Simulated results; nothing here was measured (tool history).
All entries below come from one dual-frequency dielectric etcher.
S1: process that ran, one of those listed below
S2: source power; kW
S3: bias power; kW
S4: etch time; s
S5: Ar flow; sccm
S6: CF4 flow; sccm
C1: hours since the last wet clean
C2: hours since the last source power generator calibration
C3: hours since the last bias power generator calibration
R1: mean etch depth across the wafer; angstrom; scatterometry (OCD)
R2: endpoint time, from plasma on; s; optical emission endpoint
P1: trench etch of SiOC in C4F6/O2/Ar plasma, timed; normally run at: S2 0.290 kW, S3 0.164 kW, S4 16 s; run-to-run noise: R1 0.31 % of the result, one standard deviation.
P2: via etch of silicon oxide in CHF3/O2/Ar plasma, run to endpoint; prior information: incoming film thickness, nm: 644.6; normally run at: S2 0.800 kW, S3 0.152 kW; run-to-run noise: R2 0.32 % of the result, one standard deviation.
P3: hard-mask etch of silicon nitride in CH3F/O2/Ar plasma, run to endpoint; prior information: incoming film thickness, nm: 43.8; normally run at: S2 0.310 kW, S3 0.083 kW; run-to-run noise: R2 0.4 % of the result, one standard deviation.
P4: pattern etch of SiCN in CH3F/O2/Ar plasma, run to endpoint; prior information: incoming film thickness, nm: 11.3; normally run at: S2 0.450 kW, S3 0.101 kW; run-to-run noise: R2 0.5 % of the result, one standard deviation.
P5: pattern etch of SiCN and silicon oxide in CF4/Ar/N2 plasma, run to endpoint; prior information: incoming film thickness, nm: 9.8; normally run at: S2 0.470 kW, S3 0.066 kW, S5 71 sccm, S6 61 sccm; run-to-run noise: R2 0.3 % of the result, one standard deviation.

{"run": 1, "hour": 7.8, "S1": "P1", "S2": 0.29, "S3": 0.164, "S4": 16, "C1": 204.6, "C2": 2092.0, "C3": 868.2, "R1": 274.68}
{"run": 2, "hour": 17.7, "S1": "P1", "S2": 0.39, "S3": 0.164, "S4": 16, "C1": 214.5, "C2": 2101.9, "C3": 878.1, "R1": 306.55}
{"run": 3, "hour": 25.7, "S1": "P2", "S2": 0.8, "S3": 0.096, "C1": 222.5, "C2": 2109.9, "C3": 886.1, "R2": 352.15}
{"run": 4, "hour": 34.3, "S1": "P3", "S2": 0.21, "S3": 0.083, "C1": 231.1, "C2": 2118.5, "C3": 894.7, "R2": 77.166}
{"run": 5, "hour": 43.6, "S1": "P1", "S2": 0.29, "S3": 0.164, "S4": 10, "C1": 240.4, "C2": 2127.8, "C3": 904.0, "R1": 171.7}
{"run": 6, "hour": 53.6, "S1": "P5", "S2": 0.47, "S3": 0.066, "S5": 71, "S6": 43, "C1": 250.4, "C2": 2137.8, "C3": 914.0, "R2": 11.544}
{"run": 7, "hour": 62.0, "S1": "P4", "S2": 0.45, "S3": 0.101, "C1": 258.8, "C2": 2146.2, "C3": 922.4, "R2": 25.828}
{"run": 8, "hour": 72.6, "S1": "P4", "S2": 0.36, "S3": 0.101, "C1": 269.4, "C2": 2156.8, "C3": 933.0, "R2": 28.286}
{"run": 9, "hour": 77.5, "S1": "P1", "S2": 0.35, "S3": 0.204, "S4": 16, "C1": 274.3, "C2": 2161.7, "C3": 937.9, "R1": 317.65}
{"run": 10, "hour": 83.4, "S1": "P1", "S2": 0.2, "S3": 0.164, "S4": 22, "C1": 280.2, "C2": 2167.6, "C3": 943.8, "R1": 325.68}
{"run": 11, "hour": 92.0, "S1": "P5", "S2": 0.47, "S3": 0.051, "S5": 71, "S6": 61, "C1": 288.8, "C2": 2176.2, "C3": 952.4, "R2": 11.908}
{"run": 12, "hour": 101.3, "S1": "P1", "S2": 0.18, "S3": 0.164, "S4": 16, "C1": 298.1, "C2": 2185.5, "C3": 961.7, "R1": 228.62}
{"run": 13, "hour": 109.3, "S1": "P5", "S2": 0.47, "S3": 0.066, "S5": 71, "S6": 61, "C1": 306.1, "C2": 2193.5, "C3": 969.7, "R2": 10.945}
{"run": 14, "hour": 118.1, "S1": "P1", "S2": 0.29, "S3": 0.216, "S4": 16, "C1": 314.9, "C2": 2202.3, "C3": 978.5, "R1": 300.54}
{"run": 15, "hour": 127.5, "S1": "P1", "S2": 0.29, "S3": 0.164, "S4": 24, "C1": 324.3, "C2": 2211.7, "C3": 987.9, "R1": 413.61}
{"run": 16, "hour": 132.6, "S1": "P5", "S2": 0.34, "S3": 0.066, "S5": 71, "S6": 61, "C1": 329.4, "C2": 2216.8, "C3": 993.0, "R2": 14.671}
{"run": 17, "hour": 140.2, "S1": "P1", "S2": 0.29, "S3": 0.102, "S4": 16, "C1": 337.0, "C2": 2224.4, "C3": 1000.6, "R1": 238.21}
{"run": 18, "hour": 150.0, "S1": "P1", "S2": 0.29, "S3": 0.164, "S4": 16, "C1": 346.8, "C2": 2234.2, "C3": 1010.4, "R1": 273.12}
{"run": 19, "hour": 160.7, "S1": "P1", "S2": 0.29, "S3": 0.164, "S4": 16, "C1": 357.5, "C2": 2244.9, "C3": 1021.1, "R1": 276.05}
{"run": 20, "hour": 169.4, "S1": "P2", "S2": 1.04, "S3": 0.152, "C1": 366.2, "C2": 2253.6, "C3": 1029.8, "R2": 278.24}
{"run": 21, "hour": 176.9, "S1": "P5", "S2": 0.47, "S3": 0.066, "S5": 46, "S6": 61, "C1": 373.7, "C2": 2261.1, "C3": 1037.3, "R2": 10.304}
{"run": 22, "hour": 184.0, "S1": "P2", "S2": 0.8, "S3": 0.152, "C1": 380.8, "C2": 2268.2, "C3": 1044.4, "R2": 307.88}
{"run": 23, "hour": 191.3, "S1": "P3", "S2": 0.31, "S3": 0.083, "C1": 388.1, "C2": 2275.5, "C3": 1051.7, "R2": 67.682}
{"run": 24, "hour": 196.8, "S1": "P4", "S2": 0.45, "S3": 0.064, "C1": 393.6, "C2": 2281.0, "C3": 1057.2, "R2": 30.484}
{"run": 25, "hour": 201.8, "S1": "P1", "S2": 0.29, "S3": 0.164, "S4": 16, "C1": 398.6, "C2": 2286.0, "C3": 1062.2, "R1": 273.46}
{"run": 26, "hour": 207.6, "S1": "P1", "S2": 0.35, "S3": 0.194, "S4": 16, "C1": 404.4, "C2": 2291.8, "C3": 1068.0, "R1": 312.59}
{"run": 27, "hour": 217.3, "S1": "P2", "S2": 0.8, "S3": 0.152, "C1": 414.1, "C2": 2301.5, "C3": 1077.7, "R2": 309.13}
{"run": 28, "hour": 223.6, "S1": "P1", "S2": 0.29, "S3": 0.164, "S4": 16, "C1": 420.4, "C2": 2307.8, "C3": 1084.0, "R1": 274.08}
{"run": 29, "hour": 233.4, "S1": "P3", "S2": 0.31, "S3": 0.083, "C1": 430.2, "C2": 2317.6, "C3": 1093.8, "R2": 67.447}
{"run": 30, "hour": 243.8, "S1": "P3", "S2": 0.31, "S3": 0.052, "C1": 440.6, "C2": 2328.0, "C3": 1104.2, "R2": 79.058}
{"run": 31, "hour": 253.7, "S1": "P1", "S2": 0.29, "S3": 0.164, "S4": 16, "C1": 450.5, "C2": 2337.9, "C3": 1114.1, "R1": 274.09}
{"run": 32, "hour": 263.8, "S1": "P1", "S2": 0.29, "S3": 0.164, "S4": 16, "C1": 460.6, "C2": 2348.0, "C3": 1124.2, "R1": 273.49}
{"run": 33, "hour": 270.5, "S1": "P1", "S2": 0.29, "S3": 0.164, "S4": 16, "C1": 467.3, "C2": 2354.7, "C3": 1130.9, "R1": 273.66}
{"run": 34, "hour": 277.7, "S1": "P1", "S2": 0.29, "S3": 0.164, "S4": 16, "C1": 474.5, "C2": 2361.9, "C3": 1138.1, "R1": 269.88}
{"run": 35, "hour": 283.4, "S1": "P1", "S2": 0.29, "S3": 0.164, "S4": 16, "C1": 480.2, "C2": 2367.6, "C3": 1143.8, "R1": 271.75}
{"run": 36, "hour": 288.7, "S1": "P1", "S2": 0.29, "S3": 0.164, "S4": 16, "C1": 485.5, "C2": 2372.9, "C3": 1149.1, "R1": 271.5}
{"run": 37, "hour": 295.8, "S1": "P1", "S2": 0.29, "S3": 0.164, "S4": 16, "C1": 492.6, "C2": 2380.0, "C3": 1156.2, "R1": 270.86}
{"run": 38, "hour": 301.5, "S1": "P1", "S2": 0.29, "S3": 0.164, "S4": 16, "C1": 498.3, "C2": 2385.7, "C3": 1161.9, "R1": 269.05}
{"hour": 303.4, "done": "wet clean of the chamber"}
{"run": 39, "hour": 307.9, "S1": "P1", "S2": 0.29, "S3": 0.164, "S4": 16, "C1": 4.6, "C2": 2392.1, "C3": 1168.3, "R1": 269.79}
{"run": 40, "hour": 316.4, "S1": "P1", "S2": 0.29, "S3": 0.164, "S4": 16, "C1": 13.1, "C2": 2400.6, "C3": 1176.8, "R1": 269.44}
{"run": 41, "hour": 323.9, "S1": "P1", "S2": 0.29, "S3": 0.164, "S4": 16, "C1": 20.6, "C2": 2408.1, "C3": 1184.3, "R1": 269.76}

What P1 gives has crept away from where it was. These 2 causes fit the log equally well, each at the size given:
A: source power that arrives under what is set, % = 3.96
B: bias power that arrives under what is set, % = 4.84
Creep in the process output first set in at about hour 263.8.
The rest of the possible causes, and what rules out each one:
chamber walls in a state that lowers the etch rate, %: serviced after onset, at hour 303.4, with no recovery of the prior output

4 check runs are offered, each on 2 wafers whose results are averaged, their results left as question marks. Which one tells the causes apart?
{"run": "check 1", "hour": 331.4, "S1": "P4", "S2": 0.38, "S3": 0.101, "R2": "?"}
{"run": "check 2", "hour": 331.4, "S1": "P3", "S2": 0.31, "S3": 0.062, "R2": "?"}
{"run": "check 3", "hour": 331.4, "S1": "P2", "S2": 0.8, "S3": 0.11, "R2": "?"}
{"run": "check 4", "hour": 331.4, "S1": "P5", "S2": 0.47, "S3": 0.066, "S5": 52, "S6": 45, "R2": "?"}

Check results expected under each cause:
check=check_1 result=R2 if_A=27.964 if_B=28.072
check=check_2 result=R2 if_A=75.643 if_B=75.741
check=check_3 result=R2 if_A=345.270 if_B=344.720
check=check_4 result=R2 if_A=11.344 if_B=11.117
Gap, in per cent, between the two causes that each check separates least, read from the result that separates them most: check 1 0.38 %; check 2 0.13 %; check 3 0.16 %; check 4 2.01 %
Only in check 4 would the causes give clearly different results; in the remaining checks their results would be nearly the same.

Running check 4 produced the following: R2 11.334 s. Which one of the listed causes fits?

It is A: source power that arrives under what is set, %.
